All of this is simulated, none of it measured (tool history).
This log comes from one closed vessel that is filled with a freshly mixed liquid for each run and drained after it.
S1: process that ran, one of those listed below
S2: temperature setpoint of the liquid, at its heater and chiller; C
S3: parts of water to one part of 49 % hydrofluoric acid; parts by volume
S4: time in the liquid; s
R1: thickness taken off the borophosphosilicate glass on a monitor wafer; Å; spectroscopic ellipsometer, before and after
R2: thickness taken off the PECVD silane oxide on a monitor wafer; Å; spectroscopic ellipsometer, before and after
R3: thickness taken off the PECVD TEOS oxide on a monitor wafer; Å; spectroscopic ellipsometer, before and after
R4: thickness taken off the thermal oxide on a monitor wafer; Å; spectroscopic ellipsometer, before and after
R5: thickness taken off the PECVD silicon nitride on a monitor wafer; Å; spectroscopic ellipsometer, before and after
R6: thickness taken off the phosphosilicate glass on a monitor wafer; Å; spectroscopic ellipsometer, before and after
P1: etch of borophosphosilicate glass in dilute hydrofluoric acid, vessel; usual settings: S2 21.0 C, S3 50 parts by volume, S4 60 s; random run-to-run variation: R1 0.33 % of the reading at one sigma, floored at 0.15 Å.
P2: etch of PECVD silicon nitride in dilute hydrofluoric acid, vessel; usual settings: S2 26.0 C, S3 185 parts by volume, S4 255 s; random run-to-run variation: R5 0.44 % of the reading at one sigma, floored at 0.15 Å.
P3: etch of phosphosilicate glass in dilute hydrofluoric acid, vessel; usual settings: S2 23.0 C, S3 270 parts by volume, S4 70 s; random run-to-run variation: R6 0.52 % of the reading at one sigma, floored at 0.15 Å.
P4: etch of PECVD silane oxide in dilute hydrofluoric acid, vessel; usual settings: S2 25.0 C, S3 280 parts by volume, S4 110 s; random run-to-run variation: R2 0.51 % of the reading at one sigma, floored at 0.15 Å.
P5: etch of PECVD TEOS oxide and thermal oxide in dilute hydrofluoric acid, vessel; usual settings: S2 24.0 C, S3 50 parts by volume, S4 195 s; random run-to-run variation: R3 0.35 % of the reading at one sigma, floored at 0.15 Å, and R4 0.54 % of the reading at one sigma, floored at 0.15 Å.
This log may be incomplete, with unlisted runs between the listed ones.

run 1 day=0.583 | S1=P1 S2=21.0 S3=50 S4=60 | R1=294.94
run 2 day=1.008 | S1=P4 S2=17.0 S3=280 S4=110 | R2=57.480
run 3 day=1.604 | S1=P1 S2=21.0 S3=50 S4=60 | R1=294.63
run 4 day=2.325 | S1=P4 S2=25.0 S3=280 S4=55 | R2=38.401
run 5 day=3.088 | S1=P5 S2=24.0 S3=50 S4=195 | R3=446.51 R4=196.35
run 6 day=3.733 | S1=P5 S2=24.0 S3=20 S4=195 | R3=1162.60 R4=511.36
run 7 day=4.342 | S1=P1 S2=21.0 S3=50 S4=60 | R1=295.29
run 8 day=4.825 | S1=P2 S2=26.0 S3=185 S4=255 | R5=48.953
run 9 day=5.225 | S1=P3 S2=23.0 S3=270 S4=110 | R6=471.16
run 10 day=5.575 | S1=P1 S2=21.0 S3=50 S4=60 | R1=293.54
run 11 day=6.229 | S1=P3 S2=27.5 S3=270 S4=70 | R6=350.52
run 12 day=6.904 | S1=P2 S2=21.0 S3=185 S4=255 | R5=35.315
run 13 day=7.500 | S1=P1 S2=21.0 S3=20 S4=30 | R1=383.77
run 14 day=8.046 | S1=P1 S2=17.0 S3=50 S4=60 | R1=248.12
run 15 day=8.533 | S1=P1 S2=17.0 S3=50 S4=30 | R1=124.06
run 16 day=9.275 | S1=P1 S2=21.0 S3=50 S4=30 | R1=146.94
run 17 day=9.992 | S1=P5 S2=24.0 S3=50 S4=350 | R3=802.30 R4=347.57
run 18 day=10.733 | S1=P4 S2=25.0 S3=280 S4=110 | R2=76.544
run 19 day=11.121 | S1=P2 S2=26.0 S3=185 S4=30 | R5=6.053
run 20 day=11.733 | S1=P1 S2=21.0 S3=50 S4=60 | R1=296.61
run 21 day=12.117 | S1=P3 S2=23.0 S3=270 S4=70 | R6=300.33
run 22 day=12.583 | S1=P3 S2=23.0 S3=85 S4=70 | R6=1166.20
run 23 day=12.921 | S1=P1 S2=21.0 S3=20 S4=60 | R1=762.42
run 24 day=13.617 | S1=P4 S2=25.0 S3=280 S4=110 | R2=76.206
run 25 day=14.096 | S1=P1 S2=25.0 S3=50 S4=60 | R1=349.72
run 26 day=14.433 | S1=P5 S2=24.0 S3=50 S4=195 | R3=448.30 R4=195.05
run 27 day=14.958 | S1=P2 S2=26.0 S3=305 S4=255 | R5=30.083
run 28 day=15.417 | S1=P1 S2=17.0 S3=50 S4=90 | R1=372.14
run 29 day=15.979 | S1=P4 S2=25.0 S3=65 S4=110 | R2=419.260
run 30 day=16.462 | S1=P1 S2=21.0 S3=85 S4=60 | R1=165.46
run 31 day=17.038 | S1=P1 S2=21.0 S3=50 S4=100 | R1=492.40
run 32 day=17.654 | S1=P5 S2=32.0 S3=50 S4=195 | R3=615.72 R4=270.36
run 33 day=18.346 | S1=P1 S2=21.0 S3=50 S4=60 | R1=295.95
run 34 day=19.025 | S1=P1 S2=21.0 S3=50 S4=60 | R1=281.81
run 35 day=19.704 | S1=P1 S2=21.0 S3=50 S4=60 | R1=275.72
run 36 day=20.421 | S1=P1 S2=21.0 S3=50 S4=60 | R1=270.70
run 37 day=21.121 | S1=P1 S2=21.0 S3=50 S4=60 | R1=268.72
run 38 day=21.754 | S1=P1 S2=21.0 S3=50 S4=60 | R1=266.80
run 39 day=22.296 | S1=P1 S2=21.0 S3=50 S4=60 | R1=265.48
run 40 day=23.058 | S1=P1 S2=21.0 S3=50 S4=60 | R1=266.43

Compared with where it was, what P1 gives has crept away. Each cause listed below fits the log as well as the rest, at the size given for it:
A: hydrofluoric acid flow below the setpoint (%) = 9.3
B: liquid colder than its thermometer reads (K) = 2.45
The creep began at about day 18.346.

Question marks stand in for the results of the 4 check runs listed below, each run on one wafer. Under which run would the listed causes show clearly different results?
run check 1 day=23.821 | S1=P3 S2=23.0 S3=90 S4=70 | R6=?
run check 2 day=23.821 | S1=P4 S2=21.0 S3=65 S4=110 | R2=?
run check 3 day=23.821 | S1=P2 S2=26.0 S3=265 S4=255 | R5=?
run check 4 day=23.821 | S1=P5 S2=29.0 S3=50 S4=195 | R3=? R4=?

How each check would come out, cause by cause:
check=check_1 result=R6 if_A=980.19 if_B=989.12
check=check_2 result=R2 if_A=321.970 if_B=322.730
check=check_3 result=R5 if_A=31.162 if_B=29.574
check=check_4 result=R3 if_A=492.39 if_B=496.08
check=check_4 result=R4 if_A=215.32 if_B=216.94
Distance between the nearest two causes, measured in the result of the check that separates them most: check 1 0.91 %; check 2 0.24 %; check 3 5.23 %; check 4 0.75 %
Check 3 distinguishes between the causes, while the remaining checks would return nearly the same result for all of them.

The results of check 3 are: R5 31.288 Å. Based on these, which of the listed causes is it?

It was cause A: hydrofluoric acid flow below the setpoint (%).
